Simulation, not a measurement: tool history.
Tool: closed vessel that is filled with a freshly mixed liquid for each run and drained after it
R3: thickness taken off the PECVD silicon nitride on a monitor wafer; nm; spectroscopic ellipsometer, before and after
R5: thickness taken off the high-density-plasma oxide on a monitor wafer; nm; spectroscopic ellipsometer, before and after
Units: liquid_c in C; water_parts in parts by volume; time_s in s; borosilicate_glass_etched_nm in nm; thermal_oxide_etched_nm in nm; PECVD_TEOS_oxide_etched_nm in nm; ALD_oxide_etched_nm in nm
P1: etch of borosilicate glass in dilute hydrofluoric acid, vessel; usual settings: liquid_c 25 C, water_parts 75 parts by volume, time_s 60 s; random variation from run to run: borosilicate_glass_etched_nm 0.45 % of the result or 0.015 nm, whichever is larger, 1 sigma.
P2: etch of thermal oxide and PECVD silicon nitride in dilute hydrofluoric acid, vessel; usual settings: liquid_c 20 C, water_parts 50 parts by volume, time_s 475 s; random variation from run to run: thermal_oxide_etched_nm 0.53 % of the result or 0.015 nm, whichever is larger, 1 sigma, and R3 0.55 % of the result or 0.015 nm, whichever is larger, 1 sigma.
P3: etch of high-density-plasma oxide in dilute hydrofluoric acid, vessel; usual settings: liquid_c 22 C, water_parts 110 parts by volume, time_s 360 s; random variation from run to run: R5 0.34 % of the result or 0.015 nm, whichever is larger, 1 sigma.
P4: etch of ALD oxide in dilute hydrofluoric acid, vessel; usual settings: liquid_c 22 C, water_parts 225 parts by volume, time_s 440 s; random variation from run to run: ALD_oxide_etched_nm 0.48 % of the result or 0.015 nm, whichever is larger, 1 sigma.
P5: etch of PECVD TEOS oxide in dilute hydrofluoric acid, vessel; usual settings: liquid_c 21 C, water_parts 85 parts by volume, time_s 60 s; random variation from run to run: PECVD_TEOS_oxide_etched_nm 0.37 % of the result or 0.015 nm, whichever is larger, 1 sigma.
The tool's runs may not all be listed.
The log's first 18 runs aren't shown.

run 19 day=3.817 | process=P4 liquid_c=22 water_parts=225 time_s=440 | ALD_oxide_etched_nm=16.007
-- day=3.888 thermometer replaced
run 20 day=4.108 | process=P3 liquid_c=22 water_parts=20 time_s=360 | R5=126.34
run 21 day=4.267 | process=P1 liquid_c=25 water_parts=75 time_s=60 | borosilicate_glass_etched_nm=20.472
run 22 day=4.492 | process=P3 liquid_c=22 water_parts=110 time_s=55 | R5=3.1068
run 23 day=4.75 | process=P1 liquid_c=25 water_parts=75 time_s=105 | borosilicate_glass_etched_nm=36.42
run 24 day=4.929 | process=P1 liquid_c=25 water_parts=75 time_s=60 | borosilicate_glass_etched_nm=20.653
run 25 day=5.079 | process=P1 liquid_c=32 water_parts=75 time_s=90 | borosilicate_glass_etched_nm=40.698
run 26 day=5.354 | process=P1 liquid_c=25 water_parts=75 time_s=60 | borosilicate_glass_etched_nm=20.704
run 27 day=5.546 | process=P2 liquid_c=17 water_parts=50 time_s=475 | thermal_oxide_etched_nm=36.571 R3=18.878
run 28 day=5.804 | process=P3 liquid_c=17 water_parts=110 time_s=360 | R5=16.701

The next listed run, before its measurement:
run 29 day=5.938 | process=P4 liquid_c=22 water_parts=330 time_s=440 | ALD_oxide_etched_nm=?

{"run 29": {"ALD_oxide_etched_nm": 9.9312}}
